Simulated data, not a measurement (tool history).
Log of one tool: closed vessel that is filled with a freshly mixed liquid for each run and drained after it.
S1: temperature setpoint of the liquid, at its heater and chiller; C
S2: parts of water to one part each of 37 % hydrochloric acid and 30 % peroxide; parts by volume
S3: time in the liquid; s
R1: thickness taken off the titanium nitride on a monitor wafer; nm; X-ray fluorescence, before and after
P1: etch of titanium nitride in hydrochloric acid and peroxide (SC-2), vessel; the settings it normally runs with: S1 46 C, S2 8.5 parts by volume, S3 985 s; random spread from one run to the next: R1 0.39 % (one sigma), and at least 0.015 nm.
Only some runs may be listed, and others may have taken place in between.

run 1 day=0.221 | S1=46 S2=8.5 S3=985 | R1=14.161
run 2 day=0.542 | S1=46 S2=8.5 S3=105 | R1=1.5053
run 3 day=0.796 | S1=46 S2=8.5 S3=985 | R1=14.124
run 4 day=1.154 | S1=46 S2=8.5 S3=985 | R1=14.158
run 5 day=1.596 | S1=56 S2=8.5 S3=985 | R1=27.086
run 6 day=1.838 | S1=38 S2=8.5 S3=985 | R1=7.9954
run 7 day=2.1 | S1=46 S2=8.5 S3=1965 | R1=28.027
run 8 day=2.379 | S1=46 S2=15 S3=985 | R1=8.7265
run 9 day=2.771 | S1=46 S2=4 S3=985 | R1=24.582
-- day=2.858 thermometer replaced
run 10 day=3.15 | S1=52.5 S2=8.5 S3=1825 | R1=40.267
run 11 day=3.367 | S1=46 S2=8.5 S3=985 | R1=14.099
run 12 day=3.588 | S1=46 S2=8.5 S3=985 | R1=14.101
run 13 day=3.988 | S1=46 S2=8.5 S3=985 | R1=14.074
run 14 day=4.408 | S1=46 S2=8.5 S3=985 | R1=14.047
run 15 day=4.675 | S1=46 S2=8.5 S3=985 | R1=13.976
run 16 day=5.075 | S1=46 S2=8.5 S3=985 | R1=13.622
run 17 day=5.338 | S1=46 S2=8.5 S3=985 | R1=13.372
run 18 day=5.65 | S1=46 S2=8.5 S3=985 | R1=13.231

Forecast run 19:
run 19 day=5.962 | S1=46 S2=8.5 S3=985 | R1=?

R1: 13.055 nm

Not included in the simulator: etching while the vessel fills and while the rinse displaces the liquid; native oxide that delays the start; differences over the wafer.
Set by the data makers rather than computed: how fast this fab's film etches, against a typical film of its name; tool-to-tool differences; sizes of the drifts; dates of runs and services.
